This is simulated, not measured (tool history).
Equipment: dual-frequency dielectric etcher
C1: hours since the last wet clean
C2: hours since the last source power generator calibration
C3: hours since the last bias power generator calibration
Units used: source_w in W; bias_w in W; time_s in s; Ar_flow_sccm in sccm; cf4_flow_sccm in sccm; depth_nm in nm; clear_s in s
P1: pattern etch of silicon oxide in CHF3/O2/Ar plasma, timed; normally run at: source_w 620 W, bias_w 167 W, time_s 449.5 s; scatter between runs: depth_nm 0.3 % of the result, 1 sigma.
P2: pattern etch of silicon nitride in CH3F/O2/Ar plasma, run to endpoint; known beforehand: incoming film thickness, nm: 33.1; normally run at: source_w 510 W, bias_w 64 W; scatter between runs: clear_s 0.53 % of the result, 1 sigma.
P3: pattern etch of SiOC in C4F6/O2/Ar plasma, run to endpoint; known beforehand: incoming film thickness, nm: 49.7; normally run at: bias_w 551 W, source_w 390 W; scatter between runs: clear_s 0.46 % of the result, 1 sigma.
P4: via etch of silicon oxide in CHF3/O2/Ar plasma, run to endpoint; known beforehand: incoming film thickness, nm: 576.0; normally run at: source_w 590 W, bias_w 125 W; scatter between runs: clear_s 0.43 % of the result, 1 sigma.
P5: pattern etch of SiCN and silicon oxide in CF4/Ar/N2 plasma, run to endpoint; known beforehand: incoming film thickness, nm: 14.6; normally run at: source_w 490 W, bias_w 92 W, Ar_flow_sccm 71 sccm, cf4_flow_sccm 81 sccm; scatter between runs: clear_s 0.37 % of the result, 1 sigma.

run 1 hour=15.1 | process=P1 source_w=620 bias_w=167 time_s=449.5 | C1=126.7 C2=578.6 C3=1060.2 | depth_nm=856.80
run 2 hour=29.5 | process=P1 source_w=780 bias_w=167 time_s=449.5 | C1=141.1 C2=593.0 C3=1074.6 | depth_nm=943.48
run 3 hour=43.7 | process=P1 source_w=620 bias_w=126 time_s=449.5 | C1=155.3 C2=607.2 C3=1088.8 | depth_nm=786.16
run 4 hour=59.0 | process=P1 source_w=840 bias_w=167 time_s=616.0 | C1=170.6 C2=622.5 C3=1104.1 | depth_nm=1323.40
run 5 hour=68.4 | process=P3 source_w=530 bias_w=551 | C1=180.0 C2=631.9 C3=1113.5 | clear_s=14.6110
run 6 hour=76.2 | process=P5 source_w=680 bias_w=92 Ar_flow_sccm=71 cf4_flow_sccm=81 | C1=187.8 C2=639.7 C3=1121.3 | clear_s=9.9426
run 7 hour=91.5 | process=P2 source_w=310 bias_w=64 | C1=203.1 C2=655.0 C3=1136.6 | clear_s=55.5940
run 8 hour=103.3 | process=P2 source_w=510 bias_w=47 | C1=214.9 C2=666.8 C3=1148.4 | clear_s=51.2190
run 9 hour=119.8 | process=P1 source_w=830 bias_w=200 time_s=449.5 | C1=231.4 C2=683.3 C3=1164.9 | depth_nm=1023.60
run 10 hour=134.1 | process=P3 source_w=390 bias_w=551 | C1=245.7 C2=697.6 C3=1179.2 | clear_s=16.3540
run 11 hour=147.7 | process=P1 source_w=620 bias_w=167 time_s=449.5 | C1=259.3 C2=711.2 C3=1192.8 | depth_nm=859.75
run 12 hour=157.4 | process=P5 source_w=490 bias_w=92 Ar_flow_sccm=71 cf4_flow_sccm=105 | C1=269.0 C2=720.9 C3=1202.5 | clear_s=12.9490
run 13 hour=171.3 | process=P2 source_w=510 bias_w=64 | C1=282.9 C2=734.8 C3=1216.4 | clear_s=46.2650
run 14 hour=179.8 | process=P4 source_w=590 bias_w=125 | C1=291.4 C2=743.3 C3=1224.9 | clear_s=335.8400
run 15 hour=191.5 | process=P1 source_w=500 bias_w=167 time_s=449.5 | C1=303.1 C2=755.0 C3=1236.6 | depth_nm=790.17
run 16 hour=207.6 | process=P1 source_w=620 bias_w=167 time_s=449.5 | C1=319.2 C2=771.1 C3=1252.7 | depth_nm=859.65
run 17 hour=223.1 | process=P5 source_w=490 bias_w=92 Ar_flow_sccm=71 cf4_flow_sccm=81 | C1=334.7 C2=786.6 C3=1268.2 | clear_s=13.2410
run 18 hour=232.9 | process=P3 source_w=390 bias_w=551 | C1=344.5 C2=796.4 C3=1278.0 | clear_s=16.2160
run 19 hour=241.0 | process=P4 source_w=340 bias_w=125 | C1=352.6 C2=804.5 C3=1286.1 | clear_s=415.2800
run 20 hour=255.0 | process=P4 source_w=590 bias_w=84 | C1=366.6 C2=818.5 C3=1300.1 | clear_s=376.6600
run 21 hour=264.3 | process=P1 source_w=510 bias_w=167 time_s=320.5 | C1=375.9 C2=827.8 C3=1309.4 | depth_nm=565.65
run 22 hour=280.1 | process=P1 source_w=620 bias_w=167 time_s=449.5 | C1=391.7 C2=843.6 C3=1325.2 | depth_nm=856.11
run 23 hour=287.8 | process=P5 source_w=490 bias_w=92 Ar_flow_sccm=93 cf4_flow_sccm=81 | C1=399.4 C2=851.3 C3=1332.9 | clear_s=13.7680
run 24 hour=299.0 | process=P5 source_w=490 bias_w=73 Ar_flow_sccm=71 cf4_flow_sccm=81 | C1=410.6 C2=862.5 C3=1344.1 | clear_s=14.2770
run 25 hour=308.9 | process=P3 source_w=390 bias_w=423 | C1=420.5 C2=872.4 C3=1354.0 | clear_s=18.0620
run 26 hour=320.6 | process=P4 source_w=590 bias_w=125 | C1=432.2 C2=884.1 C3=1365.7 | clear_s=332.9500
run 27 hour=333.4 | process=P1 source_w=620 bias_w=199 time_s=449.5 | C1=445.0 C2=896.9 C3=1378.5 | depth_nm=910.03
run 28 hour=347.0 | process=P1 source_w=620 bias_w=167 time_s=247.0 | C1=458.6 C2=910.5 C3=1392.1 | depth_nm=470.87
run 29 hour=361.9 | process=P1 source_w=620 bias_w=167 time_s=621.5 | C1=473.5 C2=925.4 C3=1407.0 | depth_nm=1184.10
run 30 hour=369.8 | process=P1 source_w=620 bias_w=167 time_s=449.5 | C1=481.4 C2=933.3 C3=1414.9 | depth_nm=860.54
run 31 hour=386.6 | process=P1 source_w=620 bias_w=167 time_s=449.5 | C1=498.2 C2=950.1 C3=1431.7 | depth_nm=852.31
run 32 hour=401.1 | process=P1 source_w=620 bias_w=167 time_s=449.5 | C1=512.7 C2=964.6 C3=1446.2 | depth_nm=850.50
run 33 hour=408.6 | process=P1 source_w=620 bias_w=167 time_s=449.5 | C1=520.2 C2=972.1 C3=1453.7 | depth_nm=849.40
run 34 hour=419.4 | process=P1 source_w=620 bias_w=167 time_s=449.5 | C1=531.0 C2=982.9 C3=1464.5 | depth_nm=847.64
-- hour=422.3 wet clean of the chamber
run 35 hour=428.0 | process=P1 source_w=620 bias_w=167 time_s=449.5 | C1=5.8 C2=991.5 C3=1473.1 | depth_nm=848.86
run 36 hour=438.1 | process=P1 source_w=620 bias_w=167 time_s=449.5 | C1=15.9 C2=1001.6 C3=1483.2 | depth_nm=852.93
run 37 hour=452.3 | process=P1 source_w=620 bias_w=167 time_s=449.5 | C1=30.1 C2=1015.8 C3=1497.4 | depth_nm=846.17
run 38 hour=467.8 | process=P1 source_w=620 bias_w=167 time_s=449.5 | C1=45.6 C2=1031.3 C3=1512.9 | depth_nm=841.03
run 39 hour=479.9 | process=P1 source_w=620 bias_w=167 time_s=449.5 | C1=57.7 C2=1043.4 C3=1525.0 | depth_nm=843.45
run 40 hour=490.0 | process=P1 source_w=620 bias_w=167 time_s=449.5 | C1=67.8 C2=1053.5 C3=1535.1 | depth_nm=850.18
run 41 hour=504.7 | process=P1 source_w=620 bias_w=167 time_s=449.5 | C1=82.5 C2=1068.2 C3=1549.8 | depth_nm=846.43

What P1 gives has crept off from where it sat before. The 2 causes that follow fit the log equally well, each at the size noted:
A: source power that arrives under what is set, % = 3.89
B: bias power that arrives under what is set, % = 4.53
Creep in the process output first set in at about hour 369.8.
The rest of the possible causes, and what rules out each one:
chamber walls in a state that lowers the etch rate, %: serviced at hour 422.3, which brought nothing back

Each of the check runs listed below is run on 2 wafers and reports their average, with the results left as question marks. Pick the one under which the possible causes would lead to clearly different results.
run check 1 hour=519.4 | process=P3 source_w=510 bias_w=551 | clear_s=?
run check 2 hour=519.4 | process=P4 source_w=370 bias_w=101 | clear_s=?
run check 3 hour=519.4 | process=P2 source_w=360 bias_w=47 | clear_s=?
run check 4 hour=519.4 | process=P5 source_w=670 bias_w=92 Ar_flow_sccm=71 cf4_flow_sccm=104 | clear_s=?

Expected result of each check under each candidate cause:
check=check_1 result=clear_s if_A=15.0030 if_B=15.0430
check=check_2 result=clear_s if_A=435.1500 if_B=434.5400
check=check_3 result=clear_s if_A=59.5300 if_B=59.4610
check=check_4 result=clear_s if_A=10.1190 if_B=9.9103
Separation of the two closest causes in each check, using whichever result separates them best: check 1 0.27 %; check 2 0.14 %; check 3 0.11 %; check 4 2.09 %
Only check 4 tells the causes apart: in the others they would give nearly the same result.

Here is what check 4 returned: clear_s 10.0990 s. Which cause is it?

It is A: source power that arrives under what is set, %.

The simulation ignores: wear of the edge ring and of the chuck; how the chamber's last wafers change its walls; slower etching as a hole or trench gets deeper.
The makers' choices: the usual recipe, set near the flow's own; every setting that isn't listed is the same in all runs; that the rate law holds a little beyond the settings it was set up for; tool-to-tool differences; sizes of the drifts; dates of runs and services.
